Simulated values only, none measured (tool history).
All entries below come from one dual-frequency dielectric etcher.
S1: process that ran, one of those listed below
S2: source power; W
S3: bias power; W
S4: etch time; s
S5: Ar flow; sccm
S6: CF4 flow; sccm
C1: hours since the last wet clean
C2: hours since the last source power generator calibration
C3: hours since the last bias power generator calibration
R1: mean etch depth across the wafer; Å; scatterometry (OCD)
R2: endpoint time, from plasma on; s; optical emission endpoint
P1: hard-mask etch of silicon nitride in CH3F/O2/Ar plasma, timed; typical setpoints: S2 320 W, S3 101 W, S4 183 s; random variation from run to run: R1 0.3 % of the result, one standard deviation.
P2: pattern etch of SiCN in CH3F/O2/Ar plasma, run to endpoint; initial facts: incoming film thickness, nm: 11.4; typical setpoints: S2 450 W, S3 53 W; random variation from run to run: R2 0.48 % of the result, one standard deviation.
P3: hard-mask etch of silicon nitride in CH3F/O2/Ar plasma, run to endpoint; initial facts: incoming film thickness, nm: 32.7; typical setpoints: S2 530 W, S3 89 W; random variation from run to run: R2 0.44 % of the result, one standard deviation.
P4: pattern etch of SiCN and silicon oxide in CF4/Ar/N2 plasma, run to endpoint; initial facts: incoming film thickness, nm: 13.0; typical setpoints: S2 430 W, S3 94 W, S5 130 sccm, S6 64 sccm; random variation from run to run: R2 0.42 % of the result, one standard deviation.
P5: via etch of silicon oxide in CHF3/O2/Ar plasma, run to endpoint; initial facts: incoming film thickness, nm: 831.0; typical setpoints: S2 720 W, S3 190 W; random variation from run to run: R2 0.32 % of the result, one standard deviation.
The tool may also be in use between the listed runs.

run,hour,S1,S2,S3,S4,S5,S6,C1,C2,C3,R1,R2
1,8.6,P1,320,101,183,,,183,2617.2,2216.8,1318.5,
2,16,P2,270,53,,,,190.4,2624.6,2224.2,,38.555
3,28.1,P5,720,190,,,,202.5,2636.7,2236.3,,385.51
4,41.8,P5,1010,190,,,,216.2,2650.4,2250,,336.86
5,51.2,P4,430,94,,130,64,225.6,2659.8,2259.4,,14.876
6,63.8,P4,430,120,,130,64,238.2,2672.4,2272,,13.546
7,75.5,P2,450,53,,,,249.9,2684.1,2283.7,,32.059
8,90.6,P1,190,101,183,,,265,2699.2,2298.8,1093.3,
9,104.9,P3,530,89,,,,279.3,2713.5,2313.1,,39.624
10,113,P4,600,94,,130,64,287.4,2721.6,2321.2,,11.145
11,126.2,P5,720,190,,,,300.6,2734.8,2334.4,,385.01
12,133.7,P2,450,69,,,,308.1,2742.3,2341.9,,29.389
13,141.9,P1,320,101,183,,,316.3,2750.5,2350.1,1316.9,
14,150.7,P1,320,101,183,,,325.1,2759.3,2358.9,1328.4,
15,161.6,P5,720,114,,,,336,2770.2,2369.8,,453.48
16,176.7,P4,430,94,,130,83,351.1,2785.3,2384.9,,14.428
17,189.4,P1,320,138,246.5,,,363.8,2798,2397.6,1998.9,
18,205.1,P3,530,118,,,,379.5,2813.7,2413.3,,36.031
19,212.6,P1,400,123,183,,,387,2821.2,2420.8,1534.3,
20,222.1,P1,320,67,227.5,,,396.5,2830.7,2430.3,1412,
21,234.9,P1,400,101,183,,,409.3,2843.5,2443.1,1430,
22,248.7,P1,320,101,116,,,423.1,2857.3,2456.9,837.96,
23,257.2,P1,320,101,183,,,431.6,2865.8,2465.4,1315.8,
24,265.5,P1,320,65,183,,,439.9,2874.1,2473.7,1125.5,
25,277.8,P4,430,94,,130,64,452.2,2886.4,2486,,14.94
26,289.4,P3,680,89,,,,463.8,2898,2497.6,,36.317
27,300,P1,320,101,232.5,,,474.4,2908.6,2508.2,1673.2,
28,316.1,P1,320,141,183,,,490.5,2924.7,2524.3,1496.1,
29,332.6,P2,450,53,,,,507,2941.2,2540.8,,31.712
30,340.2,P4,430,94,,174,64,514.6,2948.8,2548.4,,15.573
31,352,P1,320,101,183,,,526.4,2960.6,2560.2,1313.3,
32,364.6,P1,320,101,183,,,539,2973.2,2572.8,1320.7,
33,377.3,P1,320,101,183,,,551.7,2985.9,2585.5,1302.8,
34,392.4,P1,320,101,183,,,566.8,3001,2600.6,1303.6,
35,401.4,P1,320,101,183,,,575.8,3010,2609.6,1291.2,
36,411.8,P1,320,101,183,,,586.2,3020.4,2620,1294.3,
# hour 424.2: wet clean of the chamber
37,427.5,P1,320,101,183,,,3.3,3036.1,2635.7,1296.7,
38,444.2,P1,320,101,183,,,20,3052.8,2652.4,1291.7,

Something has made what P1 gives creep away from where it was; the 2 causes below, each at its own stated size, fit the log equally well:
A: bias power that arrives under what is set, % = 4.62
B: source power that arrives under what is set, % = 4.65
The gradual shift began around hour 364.6.
All other causes, with the reason each is excluded:
chamber walls in a state that lowers the etch rate, %: maintenance at hour 424.2, after the shift began, did not return the process to its former output

Below are 4 check runs, each averaged over 2 wafers, with their results shown as question marks. Which of them would give clearly different results depending on which cause is behind the drift?
check 1,460.9,P3,630,89,,,,,,,,?
check 2,460.9,P5,970,142,,,,,,,,?
check 3,460.9,P4,430,94,,172,64,,,,,?
check 4,460.9,P2,270,69,,,,,,,,?

Expected result of each check under each candidate cause:
check,result,if A,if B
check 1,R2,37.889,37.952
check 2,R2,383.12,384.74
check 3,R2,15.792,16.155
check 4,R2,36.103,36.132
Per-check spread between the two closest causes, in the result where they differ most: check 1 0.17 %; check 2 0.42 %; check 3 2.27 %; check 4 0.08 %
Only check 3 tells the causes apart: in the others they would give nearly the same result.

Check 3 was then run and gave: R2 16.111 s. Which cause is it?

The correct cause is B, namely: source power that arrives under what is set, %.
